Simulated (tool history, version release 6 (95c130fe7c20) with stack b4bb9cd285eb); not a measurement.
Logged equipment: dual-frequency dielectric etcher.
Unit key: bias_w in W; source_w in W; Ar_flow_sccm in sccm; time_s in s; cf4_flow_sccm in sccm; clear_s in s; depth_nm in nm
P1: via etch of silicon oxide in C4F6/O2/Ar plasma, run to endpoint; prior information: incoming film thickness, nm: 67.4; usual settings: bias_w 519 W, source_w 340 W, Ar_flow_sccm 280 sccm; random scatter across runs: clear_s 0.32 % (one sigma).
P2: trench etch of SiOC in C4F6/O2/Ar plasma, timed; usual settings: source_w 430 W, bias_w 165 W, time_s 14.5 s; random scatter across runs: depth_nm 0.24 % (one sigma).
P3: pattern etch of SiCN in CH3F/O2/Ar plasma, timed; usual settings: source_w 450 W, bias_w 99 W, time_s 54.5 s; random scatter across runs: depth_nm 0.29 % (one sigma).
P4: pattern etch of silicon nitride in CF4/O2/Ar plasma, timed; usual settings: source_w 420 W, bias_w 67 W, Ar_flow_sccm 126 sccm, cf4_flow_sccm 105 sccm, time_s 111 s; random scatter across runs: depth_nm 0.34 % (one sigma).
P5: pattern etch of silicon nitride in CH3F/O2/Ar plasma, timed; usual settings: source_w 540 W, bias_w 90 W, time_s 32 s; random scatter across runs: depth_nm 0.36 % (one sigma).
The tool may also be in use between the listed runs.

run	hour	process	bias_w	source_w	Ar_flow_sccm	time_s	cf4_flow_sccm	clear_s	depth_nm
1	7.1	P1	519	340	280			15.18	
2	17.3	P1	519	450	280			13.736	
3	25.4	P3	99	450		30			13.306
4	30.2	P3	65	450		54.5			20.825
5	35.5	P4	67	420	126	111	105		193.19
6	44.1	P1	422	340	280			16.392	
7	50.9	P5	90	540		32			27.616
# hour 59.5: Ar flow controller replaced
8	61.4	P4	67	420	163	111	105		189.38
9	66.3	P1	360	340	352			17.804	
10	71.7	P1	519	340	200			14.643	
11	79.8	P5	54	540		32			23.471
12	90.5	P1	519	250	280			17.078	
13	97.8	P4	67	420	126	161.5	105		282.02
14	107.4	P5	90	540		44			38.041
15	118.1	P1	519	340	280			15.141	
16	128	P1	519	340	280			15.202	
17	136.2	P2	165	430		14.5			29.942
18	142.2	P1	318	220	280			21.294	
19	147.5	P3	99	620		54.5			27.357
20	157.4	P5	90	700		32			30.489
# hour 163.6: source power generator calibrated
21	164.4	P1	519	340	373			15.735	
22	174.5	P4	67	420	126	111	131		199.07
23	179.8	P5	90	540		32			27.637
24	185.1	P1	519	340	280			15.105	
25	195.9	P1	519	340	280			15.174	
26	203.7	P4	67	540	126	111	105		240.06
27	209.7	P3	99	450		54.5			24.399
28	214.8	P2	212	430		14.5			32.458
29	224.2	P1	519	340	280			15.218	
30	232.8	P1	702	340	280			13.531	
31	243.4	P4	51	420	126	111	105		173.81
32	253.3	P2	165	430		21			43.364
33	258.5	P2	165	310		14.5			26.417
34	269	P1	519	340	280			15.181	
35	275.7	P1	519	340	280			15.262	
36	283.5	P1	519	340	280			15.353	
37	292	P1	519	340	280			15.415	
38	299.7	P1	519	340	280			15.377	
39	304.7	P1	519	340	280			15.464	

Run 40 has not been measured yet. What should we expect?
# hour 305.9: wet clean of the chamber
# hour 307.1: Ar flow controller replaced
40	315.3	P1	519	340	280			?	

Run 40 produced clear_s 15.334 s.

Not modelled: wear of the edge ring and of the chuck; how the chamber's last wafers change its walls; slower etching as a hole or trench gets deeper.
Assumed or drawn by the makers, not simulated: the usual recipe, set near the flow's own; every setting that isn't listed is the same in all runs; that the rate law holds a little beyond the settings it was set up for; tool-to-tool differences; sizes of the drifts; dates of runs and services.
